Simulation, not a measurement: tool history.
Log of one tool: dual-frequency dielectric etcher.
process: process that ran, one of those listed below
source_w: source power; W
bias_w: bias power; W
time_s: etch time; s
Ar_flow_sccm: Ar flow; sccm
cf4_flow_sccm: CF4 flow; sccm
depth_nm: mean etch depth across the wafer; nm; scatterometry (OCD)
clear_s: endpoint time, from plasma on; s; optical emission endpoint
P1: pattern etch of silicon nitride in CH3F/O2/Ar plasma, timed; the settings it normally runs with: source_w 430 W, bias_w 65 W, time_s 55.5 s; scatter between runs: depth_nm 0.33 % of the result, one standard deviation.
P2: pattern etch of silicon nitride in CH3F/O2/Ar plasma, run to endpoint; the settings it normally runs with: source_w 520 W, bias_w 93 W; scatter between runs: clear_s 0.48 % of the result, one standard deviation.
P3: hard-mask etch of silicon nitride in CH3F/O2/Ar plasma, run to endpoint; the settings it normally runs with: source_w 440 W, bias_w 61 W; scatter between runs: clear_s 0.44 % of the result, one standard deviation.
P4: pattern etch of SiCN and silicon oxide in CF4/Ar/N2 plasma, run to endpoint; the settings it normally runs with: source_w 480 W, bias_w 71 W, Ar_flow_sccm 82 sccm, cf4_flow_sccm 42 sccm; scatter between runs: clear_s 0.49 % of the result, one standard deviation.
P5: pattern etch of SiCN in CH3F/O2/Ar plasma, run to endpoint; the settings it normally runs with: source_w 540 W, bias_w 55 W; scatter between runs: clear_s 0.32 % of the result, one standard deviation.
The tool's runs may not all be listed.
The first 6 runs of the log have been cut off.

{"run": 7, "hour": 52.2, "process": "P3", "source_w": 440, "bias_w": 61, "clear_s": 80.586}
{"run": 8, "hour": 56.8, "process": "P1", "source_w": 590, "bias_w": 52, "time_s": 55.5, "depth_nm": 41.877}
{"run": 9, "hour": 62.1, "process": "P4", "source_w": 480, "bias_w": 71, "Ar_flow_sccm": 55, "cf4_flow_sccm": 42, "clear_s": 18.932}
{"run": 10, "hour": 69.3, "process": "P1", "source_w": 580, "bias_w": 49, "time_s": 55.5, "depth_nm": 40.987}
{"run": 11, "hour": 76.0, "process": "P3", "source_w": 440, "bias_w": 37, "clear_s": 93.457}
{"run": 12, "hour": 84.7, "process": "P1", "source_w": 430, "bias_w": 65, "time_s": 55.5, "depth_nm": 39.856}
{"run": 13, "hour": 92.7, "process": "P4", "source_w": 660, "bias_w": 71, "Ar_flow_sccm": 82, "cf4_flow_sccm": 42, "clear_s": 15.094}
{"run": 14, "hour": 98.7, "process": "P1", "source_w": 280, "bias_w": 65, "time_s": 55.5, "depth_nm": 33.689}
{"run": 15, "hour": 107.7, "process": "P1", "source_w": 430, "bias_w": 65, "time_s": 55.5, "depth_nm": 39.701}
{"run": 16, "hour": 114.9, "process": "P5", "source_w": 540, "bias_w": 55, "clear_s": 18.257}
{"run": 17, "hour": 124.2, "process": "P4", "source_w": 480, "bias_w": 71, "Ar_flow_sccm": 82, "cf4_flow_sccm": 56, "clear_s": 19.119}
{"run": 18, "hour": 132.3, "process": "P5", "source_w": 540, "bias_w": 55, "clear_s": 18.152}
{"run": 19, "hour": 139.5, "process": "P4", "source_w": 480, "bias_w": 71, "Ar_flow_sccm": 82, "cf4_flow_sccm": 42, "clear_s": 20.006}
{"run": 20, "hour": 145.8, "process": "P1", "source_w": 340, "bias_w": 41, "time_s": 55.5, "depth_nm": 31.244}
{"run": 21, "hour": 152.1, "process": "P2", "source_w": 520, "bias_w": 93, "clear_s": 20.506}
{"run": 22, "hour": 156.7, "process": "P1", "source_w": 430, "bias_w": 41, "time_s": 55.5, "depth_nm": 34.445}
{"run": 23, "hour": 162.6, "process": "P2", "source_w": 520, "bias_w": 131, "clear_s": 17.827}

Run 24 comes next. What will it give?
{"run": 24, "hour": 171.1, "process": "P1", "source_w": 550, "bias_w": 65, "time_s": 55.5, "depth_nm": "?"}

{"run 24": {"depth_nm": 43.868}}

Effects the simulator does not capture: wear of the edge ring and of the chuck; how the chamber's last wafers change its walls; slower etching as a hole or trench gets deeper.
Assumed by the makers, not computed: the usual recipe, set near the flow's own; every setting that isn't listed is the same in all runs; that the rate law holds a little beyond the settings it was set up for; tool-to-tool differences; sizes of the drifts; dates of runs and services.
